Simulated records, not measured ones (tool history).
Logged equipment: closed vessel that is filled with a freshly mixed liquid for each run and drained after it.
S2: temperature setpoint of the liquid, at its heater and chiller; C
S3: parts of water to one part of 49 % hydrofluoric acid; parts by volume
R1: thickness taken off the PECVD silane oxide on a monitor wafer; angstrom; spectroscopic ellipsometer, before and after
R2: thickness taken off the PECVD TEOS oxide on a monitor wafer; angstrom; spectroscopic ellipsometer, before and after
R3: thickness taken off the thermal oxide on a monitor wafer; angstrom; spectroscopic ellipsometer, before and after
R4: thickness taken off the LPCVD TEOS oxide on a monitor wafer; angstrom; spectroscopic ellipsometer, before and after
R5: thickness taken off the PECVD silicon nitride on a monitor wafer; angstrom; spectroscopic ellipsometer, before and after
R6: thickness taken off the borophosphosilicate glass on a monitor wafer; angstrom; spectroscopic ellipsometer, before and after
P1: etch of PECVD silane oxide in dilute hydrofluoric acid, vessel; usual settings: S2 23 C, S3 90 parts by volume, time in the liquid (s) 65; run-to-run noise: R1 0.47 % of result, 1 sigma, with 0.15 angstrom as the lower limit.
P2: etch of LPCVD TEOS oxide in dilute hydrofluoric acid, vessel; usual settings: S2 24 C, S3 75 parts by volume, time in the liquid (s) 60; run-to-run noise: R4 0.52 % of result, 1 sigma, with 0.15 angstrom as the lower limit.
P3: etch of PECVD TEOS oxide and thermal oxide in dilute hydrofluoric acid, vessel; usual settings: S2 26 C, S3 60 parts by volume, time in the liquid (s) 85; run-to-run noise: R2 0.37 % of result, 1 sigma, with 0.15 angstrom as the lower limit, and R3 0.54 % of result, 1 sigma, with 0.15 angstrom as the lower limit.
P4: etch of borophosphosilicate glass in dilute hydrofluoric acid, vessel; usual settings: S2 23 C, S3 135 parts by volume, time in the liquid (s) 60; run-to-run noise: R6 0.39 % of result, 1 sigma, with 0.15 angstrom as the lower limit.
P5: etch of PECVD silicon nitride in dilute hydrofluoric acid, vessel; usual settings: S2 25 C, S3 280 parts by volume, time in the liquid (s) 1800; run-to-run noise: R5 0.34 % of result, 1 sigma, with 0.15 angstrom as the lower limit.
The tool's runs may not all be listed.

{"run": 1, "hour": 10.0, "process that ran": "P1", "S2": 23, "S3": 90, "time in the liquid (s)": 65, "R1": 149.23}
{"run": 2, "hour": 16.7, "process that ran": "P1", "S2": 28, "S3": 20, "time in the liquid (s)": 65, "R1": 905.4}
{"run": 3, "hour": 27.6, "process that ran": "P3", "S2": 21, "S3": 60, "time in the liquid (s)": 85, "R2": 171.03, "R3": 58.388}
{"run": 4, "hour": 37.3, "process that ran": "P1", "S2": 23, "S3": 90, "time in the liquid (s)": 65, "R1": 149.3}
{"run": 5, "hour": 50.1, "process that ran": "P1", "S2": 17, "S3": 90, "time in the liquid (s)": 65, "R1": 116.55}
{"run": 6, "hour": 61.2, "process that ran": "P1", "S2": 23, "S3": 30, "time in the liquid (s)": 65, "R1": 483.14}
{"run": 7, "hour": 69.3, "process that ran": "P3", "S2": 26, "S3": 60, "time in the liquid (s)": 85, "R2": 210.27, "R3": 71.236}
{"run": 8, "hour": 82.6, "process that ran": "P2", "S2": 24, "S3": 75, "time in the liquid (s)": 60, "R4": 397.39}
{"run": 9, "hour": 92.1, "process that ran": "P2", "S2": 24, "S3": 130, "time in the liquid (s)": 60, "R4": 216.62}
{"run": 10, "hour": 100.0, "process that ran": "P5", "S2": 25, "S3": 280, "time in the liquid (s)": 1800, "R5": 116.2}
{"run": 11, "hour": 113.6, "process that ran": "P1", "S2": 23, "S3": 90, "time in the liquid (s)": 65, "R1": 149.55}
{"run": 12, "hour": 121.1, "process that ran": "P1", "S2": 23, "S3": 90, "time in the liquid (s)": 110, "R1": 251.08}
{"run": 13, "hour": 132.5, "process that ran": "P4", "S2": 23, "S3": 135, "time in the liquid (s)": 115, "R6": 470.12}
{"run": 14, "hour": 145.4, "process that ran": "P3", "S2": 26, "S3": 60, "time in the liquid (s)": 140, "R2": 343.65, "R3": 116.3}
{"run": 15, "hour": 154.1, "process that ran": "P5", "S2": 25, "S3": 280, "time in the liquid (s)": 2925, "R5": 189.43}
{"run": 16, "hour": 161.8, "process that ran": "P4", "S2": 28.5, "S3": 135, "time in the liquid (s)": 60, "R6": 299.7}
{"run": 17, "hour": 169.7, "process that ran": "P1", "S2": 23, "S3": 90, "time in the liquid (s)": 30, "R1": 68.419}
{"run": 18, "hour": 179.0, "process that ran": "P5", "S2": 25, "S3": 65, "time in the liquid (s)": 1800, "R5": 493.87}
{"run": 19, "hour": 191.5, "process that ran": "P1", "S2": 23, "S3": 90, "time in the liquid (s)": 65, "R1": 148.71}
{"hour": 200.4, "done": "hydrofluoric acid flow meter replaced"}
{"run": 20, "hour": 202.0, "process that ran": "P2", "S2": 17, "S3": 75, "time in the liquid (s)": 60, "R4": 299.16}
{"run": 21, "hour": 211.4, "process that ran": "P1", "S2": 28, "S3": 90, "time in the liquid (s)": 65, "R1": 182.43}
{"run": 22, "hour": 223.6, "process that ran": "P1", "S2": 23, "S3": 90, "time in the liquid (s)": 65, "R1": 149.57}
{"run": 23, "hour": 234.8, "process that ran": "P5", "S2": 17.5, "S3": 280, "time in the liquid (s)": 1800, "R5": 72.261}
{"run": 24, "hour": 246.5, "process that ran": "P4", "S2": 23, "S3": 135, "time in the liquid (s)": 60, "R6": 243.29}
{"run": 25, "hour": 260.5, "process that ran": "P1", "S2": 23, "S3": 90, "time in the liquid (s)": 65, "R1": 148.56}
{"run": 26, "hour": 270.3, "process that ran": "P4", "S2": 23, "S3": 135, "time in the liquid (s)": 60, "R6": 244.19}
{"run": 27, "hour": 279.0, "process that ran": "P4", "S2": 23, "S3": 40, "time in the liquid (s)": 60, "R6": 920.97}
{"run": 28, "hour": 285.2, "process that ran": "P3", "S2": 26, "S3": 20, "time in the liquid (s)": 85, "R2": 672.09, "R3": 226.04}
{"run": 29, "hour": 293.7, "process that ran": "P1", "S2": 23, "S3": 150, "time in the liquid (s)": 65, "R1": 83.408}
{"run": 30, "hour": 300.9, "process that ran": "P2", "S2": 24, "S3": 75, "time in the liquid (s)": 60, "R4": 399.08}
{"run": 31, "hour": 308.1, "process that ran": "P2", "S2": 24, "S3": 75, "time in the liquid (s)": 105, "R4": 695.82}
{"run": 32, "hour": 320.7, "process that ran": "P1", "S2": 23, "S3": 90, "time in the liquid (s)": 65, "R1": 149.68}
{"run": 33, "hour": 328.1, "process that ran": "P1", "S2": 23, "S3": 90, "time in the liquid (s)": 65, "R1": 150.87}
{"run": 34, "hour": 340.4, "process that ran": "P1", "S2": 23, "S3": 90, "time in the liquid (s)": 65, "R1": 143.43}
{"run": 35, "hour": 349.8, "process that ran": "P1", "S2": 23, "S3": 90, "time in the liquid (s)": 65, "R1": 141.13}
{"run": 36, "hour": 356.4, "process that ran": "P1", "S2": 23, "S3": 90, "time in the liquid (s)": 65, "R1": 139.7}
{"run": 37, "hour": 363.3, "process that ran": "P1", "S2": 23, "S3": 90, "time in the liquid (s)": 65, "R1": 137.8}
{"run": 38, "hour": 373.7, "process that ran": "P1", "S2": 23, "S3": 90, "time in the liquid (s)": 65, "R1": 136.5}
{"run": 39, "hour": 382.4, "process that ran": "P1", "S2": 23, "S3": 90, "time in the liquid (s)": 65, "R1": 138.13}
{"run": 40, "hour": 393.9, "process that ran": "P1", "S2": 23, "S3": 90, "time in the liquid (s)": 65, "R1": 137.42}

The log shows P1 creeping away from where it was. Any of the 2 causes listed here, at the size stated for it, fits the log just as well as the others:
A: hydrofluoric acid flow below the setpoint (%) = 7.48
B: liquid colder than its thermometer reads (K) = 2.13
At approximately hour 328.1, the process output began to creep.

Consider the 4 single-wafer check runs listed below, results given as question marks: which one distinguishes between the causes by giving clearly different results for each?
{"run": "check 1", "hour": 405.4, "process that ran": "P3", "S2": 26, "S3": 60, "time in the liquid (s)": 85, "R2": "?", "R3": "?"}
{"run": "check 2", "hour": 405.4, "process that ran": "P5", "S2": 25, "S3": 280, "time in the liquid (s)": 1800, "R5": "?"}
{"run": "check 3", "hour": 405.4, "process that ran": "P2", "S2": 24, "S3": 75, "time in the liquid (s)": 60, "R4": "?"}
{"run": "check 4", "hour": 405.4, "process that ran": "P4", "S2": 23, "S3": 135, "time in the liquid (s)": 60, "R6": "?"}

If the cause were each of the candidates in turn, the checks would give the following:
check=check_1 result=R2 if_A=193.38 if_B=193
check=check_1 result=R3 if_A=65.287 if_B=65.16
check=check_2 result=R5 if_A=107.36 if_B=101.77
check=check_3 result=R4 if_A=366.46 if_B=365.97
check=check_4 result=R6 if_A=223.07 if_B=224.43
Per check, the gap between the least separated pair of causes, taken in the result that splits them most: check 1 0.19 %; check 2 5.35 %; check 3 0.13 %; check 4 0.61 %
Check 2 tells the causes apart: in the others they would give nearly the same result.

The results of check 2 are: R5 102.06 angstrom. Based on these, which of the listed causes is it?

The cause is B: liquid colder than its thermometer reads (K).
